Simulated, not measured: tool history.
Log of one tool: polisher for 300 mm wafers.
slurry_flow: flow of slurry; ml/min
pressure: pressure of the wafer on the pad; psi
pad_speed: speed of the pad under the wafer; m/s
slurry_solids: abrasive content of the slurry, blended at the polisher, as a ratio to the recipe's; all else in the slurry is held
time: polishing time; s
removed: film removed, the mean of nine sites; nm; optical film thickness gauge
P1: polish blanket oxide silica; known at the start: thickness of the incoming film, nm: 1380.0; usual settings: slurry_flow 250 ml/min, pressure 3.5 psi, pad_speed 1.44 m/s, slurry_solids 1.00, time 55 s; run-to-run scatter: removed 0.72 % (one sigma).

| run | hour | slurry_flow | pressure | pad_speed | slurry_solids | time | wafers polished on this pad | hours since the slurry nozzle was cleaned | hours since the head pressure was calibrated | hours since the slurry blender was calibrated | hours since the conditioning disc was replaced | removed |
|---|---|---|---|---|---|---|---|---|---|---|---|---|
| 1 | 13.4 | 250 | 3.5 | 1.44 | 1.00 | 55 | 537 | 211.3 | 452.2 | 110.1 | 264.5 | 167.510 |
| 2 | 28.2 | 250 | 3.5 | 1.44 | 1.00 | 55 | 753 | 226.1 | 467.0 | 124.9 | 279.3 | 169.060 |
| 3 | 35.7 | 250 | 3.5 | 1.44 | 0.50 | 55 | 863 | 233.6 | 474.5 | 132.4 | 286.8 | 115.340 |
| 4 | 47.0 | 250 | 3.5 | 0.96 | 1.00 | 55 | 1028 | 244.9 | 485.8 | 143.7 | 298.1 | 120.970 |
| 5 | 56.5 | 250 | 3.5 | 1.44 | 1.00 | 55 | 1166 | 254.4 | 495.3 | 153.2 | 307.6 | 164.290 |
| 6 | 69.8 | 250 | 5.4 | 1.44 | 1.00 | 55 | 1360 | 267.7 | 508.6 | 166.5 | 320.9 | 258.530 |
| 7 | 78.3 | 250 | 3.5 | 1.44 | 1.00 | 55 | 1485 | 276.2 | 517.1 | 175.0 | 329.4 | 167.560 |
| 8 | 93.2 | 250 | 3.5 | 1.44 | 1.00 | 31 | 1702 | 291.1 | 532.0 | 189.9 | 344.3 | 93.563 |
| 9 | 103.4 | 250 | 3.5 | 1.90 | 1.00 | 55 | 1851 | 301.3 | 542.2 | 200.1 | 354.5 | 205.380 |
| 10 | 120.6 | 250 | 3.5 | 1.44 | 1.00 | 70 | 2102 | 318.5 | 559.4 | 217.3 | 371.7 | 214.020 |
| 11 | 138.1 | 250 | 3.5 | 1.44 | 1.00 | 55 | 2357 | 336.0 | 576.9 | 234.8 | 389.2 | 165.240 |
| 12 | 150.8 | 250 | 2.1 | 1.44 | 1.00 | 72 | 2543 | 348.7 | 589.6 | 247.5 | 401.9 | 131.160 |
| 13 | 160.5 | 150 | 3.5 | 1.44 | 1.00 | 55 | 2684 | 358.4 | 599.3 | 257.2 | 411.6 | 156.660 |
| 14 | 174.5 | 250 | 1.7 | 1.44 | 1.00 | 55 | 2889 | 372.4 | 613.3 | 271.2 | 425.6 | 81.553 |
| 15 | 189.3 | 345 | 3.5 | 1.44 | 1.00 | 55 | 3105 | 387.2 | 628.1 | 286.0 | 440.4 | 173.400 |
| 16 | 202.6 | 250 | 3.5 | 1.44 | 1.25 | 55 | 3299 | 400.5 | 641.4 | 299.3 | 453.7 | 184.030 |
| 17 | 219.9 | 250 | 2.4 | 1.44 | 0.55 | 55 | 3551 | 417.8 | 658.7 | 316.6 | 471.0 | 84.247 |
| 18 | 232.5 | 250 | 3.5 | 1.44 | 1.00 | 55 | 3735 | 430.4 | 671.3 | 329.2 | 483.6 | 168.630 |
| 19 | 249.1 | 250 | 3.5 | 1.44 | 1.00 | 55 | 3978 | 447.0 | 687.9 | 345.8 | 500.2 | 161.170 |
| 20 | 261.0 | 250 | 3.5 | 1.44 | 1.00 | 55 | 4151 | 458.9 | 699.8 | 357.7 | 512.1 | 160.840 |
| 21 | 270.3 | 250 | 3.5 | 1.44 | 1.00 | 55 | 4287 | 468.2 | 709.1 | 367.0 | 521.4 | 155.770 |

The next listed run, before its measurement:
| 22 | 280.5 | 250 | 3.5 | 1.44 | 1.00 | 55 | 4436 | 478.4 | 719.3 | 377.2 | 531.6 | ? |

{"run 22": {"removed": 157.12}}
